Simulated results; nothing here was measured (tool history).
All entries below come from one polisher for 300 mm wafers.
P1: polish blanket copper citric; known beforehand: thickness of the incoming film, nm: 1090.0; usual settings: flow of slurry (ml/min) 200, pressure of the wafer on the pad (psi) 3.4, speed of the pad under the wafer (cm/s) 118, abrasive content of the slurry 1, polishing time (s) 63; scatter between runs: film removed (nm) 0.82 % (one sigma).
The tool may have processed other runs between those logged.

run	day	flow of slurry (ml/min)	pressure of the wafer on the pad (psi)	speed of the pad under the wafer (cm/s)	abrasive content of the slurry	polishing time (s)	wafers polished on this pad	hours since the slurry nozzle was cleaned	hours since the head pressure was calibrated	hours since the slurry blender was calibrated	film removed (nm)
1	0.396	200	3.4	118	1	63	198	142.3	314.1	101.1	205.71
2	0.671	295	3.4	70	1	63	247	148.9	320.7	107.7	126.82
3	1.154	200	3.4	118	0.55	63	333	160.5	332.3	119.3	183.13
4	1.683	200	3.4	118	1	63	427	173.2	345	132	202.08
5	2.083	200	3.4	118	1	63	499	182.8	354.6	141.6	206.09
6	2.412	120	3.4	118	1	63	557	190.7	362.5	149.5	189.53
7	2.712	200	3.4	118	1	90	611	197.9	369.7	156.7	295.16
8	3.004	200	1.8	118	1	63	663	204.9	376.7	163.7	110.27
9	3.392	200	3.4	118	1.45	63	732	214.2	386	173	220.77
# day 3.746: head pressure recalibrated
10	3.921	200	3.4	64	1	63	826	226.9	4.2	185.7	114.11
11	4.312	200	4.4	118	1	63	896	236.3	13.6	195.1	258.54
12	4.596	200	3.4	184	1	63	947	243.1	20.4	201.9	319.73
13	4.958	200	3.4	118	1	63	1011	251.8	29.1	210.6	204.82
14	5.296	200	3.4	118	1	63	1071	259.9	37.2	218.7	203.94
15	5.533	200	3.4	118	1	39	1114	265.6	42.9	224.4	127.41

Run 16 has not been measured yet. What should we expect?
16	5.921	200	3.4	118	1	63	1183	274.9	52.2	233.7	?

Run 16 gave film removed (nm) 204.9.
